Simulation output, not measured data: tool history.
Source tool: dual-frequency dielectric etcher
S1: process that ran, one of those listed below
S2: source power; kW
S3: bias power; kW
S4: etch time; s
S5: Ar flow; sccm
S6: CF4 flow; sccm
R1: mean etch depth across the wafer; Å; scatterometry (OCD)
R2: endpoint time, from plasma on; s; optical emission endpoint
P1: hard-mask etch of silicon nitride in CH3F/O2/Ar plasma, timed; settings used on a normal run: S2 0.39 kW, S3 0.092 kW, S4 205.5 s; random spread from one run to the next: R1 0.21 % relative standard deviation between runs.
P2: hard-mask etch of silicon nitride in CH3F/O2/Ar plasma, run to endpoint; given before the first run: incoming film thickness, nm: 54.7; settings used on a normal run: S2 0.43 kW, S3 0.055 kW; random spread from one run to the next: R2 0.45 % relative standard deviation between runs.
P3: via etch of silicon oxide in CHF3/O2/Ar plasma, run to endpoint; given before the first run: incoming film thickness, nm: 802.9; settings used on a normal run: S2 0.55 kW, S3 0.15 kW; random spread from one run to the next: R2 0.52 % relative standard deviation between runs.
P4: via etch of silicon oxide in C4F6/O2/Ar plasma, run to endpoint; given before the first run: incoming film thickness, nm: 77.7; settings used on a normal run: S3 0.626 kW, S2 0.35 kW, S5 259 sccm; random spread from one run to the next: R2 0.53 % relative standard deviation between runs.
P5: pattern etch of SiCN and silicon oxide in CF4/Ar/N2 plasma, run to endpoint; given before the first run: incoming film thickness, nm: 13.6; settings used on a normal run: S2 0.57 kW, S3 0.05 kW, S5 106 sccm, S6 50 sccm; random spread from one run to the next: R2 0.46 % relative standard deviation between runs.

run 1 hour=14.7 | S1=P1 S2=0.39 S3=0.092 S4=205.5 | R1=1550.7
run 2 hour=31.2 | S1=P1 S2=0.24 S3=0.092 S4=205.5 | R1=1296.5
run 3 hour=43.7 | S1=P4 S2=0.24 S3=0.626 S5=259 | R2=19.219
run 4 hour=60.1 | S1=P3 S2=0.55 S3=0.101 | R2=503.86
run 5 hour=72.9 | S1=P1 S2=0.39 S3=0.092 S4=205.5 | R1=1551.1
run 6 hour=86.2 | S1=P2 S2=0.43 S3=0.055 | R2=88.632
run 7 hour=102.4 | S1=P1 S2=0.49 S3=0.128 S4=205.5 | R1=1905.4
run 8 hour=116.9 | S1=P1 S2=0.39 S3=0.092 S4=205.5 | R1=1553.1
run 9 hour=127.8 | S1=P1 S2=0.39 S3=0.059 S4=205.5 | R1=1332.1
-- hour=135 wet clean of the chamber
run 10 hour=143 | S1=P5 S2=0.57 S3=0.062 S5=106 S6=50 | R2=14.498
run 11 hour=154.7 | S1=P3 S2=0.55 S3=0.15 | R2=448.52
run 12 hour=173.2 | S1=P2 S2=0.54 S3=0.055 | R2=80.699
run 13 hour=182.6 | S1=P1 S2=0.39 S3=0.092 S4=135.5 | R1=1023.9
run 14 hour=200.3 | S1=P3 S2=0.77 S3=0.15 | R2=388.44
run 15 hour=218.8 | S1=P5 S2=0.57 S3=0.05 S5=106 S6=68 | R2=14.738
run 16 hour=233.2 | S1=P4 S2=0.35 S3=0.626 S5=356 | R2=17.479
run 17 hour=245.8 | S1=P2 S2=0.43 S3=0.034 | R2=101.39
run 18 hour=263 | S1=P1 S2=0.39 S3=0.092 S4=205.5 | R1=1552.7
run 19 hour=274.2 | S1=P4 S2=0.35 S3=0.783 S5=259 | R2=15.402

Run 20 is up next; what results do you expect?
run 20 hour=283.1 | S1=P2 S2=0.43 S3=0.055 | R2=?

R2: 88.897 s

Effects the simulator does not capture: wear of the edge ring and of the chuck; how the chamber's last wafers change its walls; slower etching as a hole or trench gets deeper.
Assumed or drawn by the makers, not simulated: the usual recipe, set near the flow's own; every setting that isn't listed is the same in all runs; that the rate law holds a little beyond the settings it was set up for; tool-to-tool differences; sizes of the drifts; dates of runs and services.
